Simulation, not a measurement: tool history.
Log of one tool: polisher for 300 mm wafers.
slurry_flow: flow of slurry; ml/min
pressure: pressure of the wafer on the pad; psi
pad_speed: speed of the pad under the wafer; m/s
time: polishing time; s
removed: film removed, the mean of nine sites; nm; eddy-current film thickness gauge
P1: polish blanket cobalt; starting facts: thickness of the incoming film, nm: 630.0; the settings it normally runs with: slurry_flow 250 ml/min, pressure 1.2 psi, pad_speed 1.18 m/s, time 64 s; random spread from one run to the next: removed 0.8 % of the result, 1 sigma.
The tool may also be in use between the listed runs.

| run | hour | slurry_flow | pressure | pad_speed | time | removed |
|---|---|---|---|---|---|---|
| 1 | 11.9 | 250 | 1.2 | 1.18 | 64 | 230.050 |
| 2 | 26.5 | 250 | 0.6 | 1.50 | 64 | 146.160 |
| 3 | 38.4 | 250 | 1.2 | 1.18 | 64 | 229.960 |
| 4 | 48.1 | 250 | 1.2 | 1.18 | 30 | 107.480 |
| 5 | 55.0 | 250 | 1.2 | 1.18 | 64 | 230.170 |
| 6 | 64.3 | 250 | 0.5 | 1.18 | 64 | 95.753 |
| 7 | 75.2 | 250 | 1.2 | 0.86 | 48 | 126.380 |
| 8 | 82.1 | 250 | 1.2 | 1.76 | 64 | 341.950 |
| 9 | 94.7 | 250 | 1.2 | 1.18 | 91 | 326.360 |
|  | 95.5 | slurry nozzle cleaned |
| 10 | 102.5 | 250 | 1.2 | 1.18 | 64 | 233.210 |
| 11 | 109.6 | 355 | 1.2 | 1.18 | 64 | 236.250 |
| 12 | 123.2 | 250 | 1.2 | 1.18 | 64 | 228.940 |
| 13 | 135.5 | 150 | 1.2 | 1.18 | 64 | 213.090 |
| 14 | 147.6 | 250 | 1.2 | 0.60 | 64 | 117.300 |
| 15 | 156.2 | 250 | 0.7 | 1.18 | 90 | 192.280 |
| 16 | 163.6 | 250 | 1.8 | 1.18 | 64 | 345.780 |
| 17 | 177.6 | 250 | 1.2 | 1.18 | 64 | 227.380 |
| 18 | 188.1 | 250 | 1.2 | 1.18 | 64 | 223.900 |
| 19 | 202.7 | 250 | 1.2 | 1.18 | 64 | 221.720 |
| 20 | 212.9 | 250 | 1.2 | 1.18 | 64 | 219.740 |
| 21 | 223.9 | 250 | 1.2 | 1.18 | 64 | 216.100 |
|  | 224.9 | worn pad replaced by a new one |
| 22 | 235.1 | 250 | 1.2 | 1.18 | 64 | 218.650 |
| 23 | 246.2 | 250 | 1.2 | 1.18 | 64 | 218.320 |
| 24 | 261.3 | 250 | 1.2 | 1.18 | 64 | 217.660 |
| 25 | 270.3 | 250 | 1.2 | 1.18 | 64 | 218.300 |

P1 has crept away from where it was. The log is fitted equally well by each of these 2 causes, at the sizes shown:
A: slurry flow missing at the pad, % = 34.9
B: head's pressure below its setpoint, % = 5.5
The drift started at roughly hour 177.6.
Excluded causes, each with its reason:
removal rate lost through wear of the pad, %: its service at hour 224.9 followed the start of the drift and did not put the process back to its old value

Each of the check runs listed below is run on 5 wafers and reports their average, with the results left as question marks. Pick the one under which the possible causes would lead to clearly different results.
| check 1 | 279.3 | 250 | 1.2 | 1.62 | 64 | ? |
| check 2 | 279.3 | 250 | 1.7 | 1.18 | 64 | ? |
| check 3 | 279.3 | 160 | 1.7 | 1.18 | 64 | ? |
| check 4 | 279.3 | 250 | 0.6 | 1.18 | 64 | ? |

Outcome of each check run for each possible cause:
| check | result | if A | if B |
|---|---|---|---|
| check 1 | removed | 298.730 | 298.730 |
| check 2 | removed | 308.260 | 308.250 |
| check 3 | removed | 282.230 | 290.510 |
| check 4 | removed | 108.800 | 108.800 |
Minimum pairwise separation of causes per check, each pair taken at its best-separating result: check 1 0 %; check 2 0 %; check 3 2.89 %; check 4 0 %
The other checks would show nearly matching results whichever cause is true, so check 3 is the only one that separates the causes.

Running check 3 produced the following: removed 289.650 nm. Which one of the listed causes fits?

B is the cause: head's pressure below its setpoint, %.
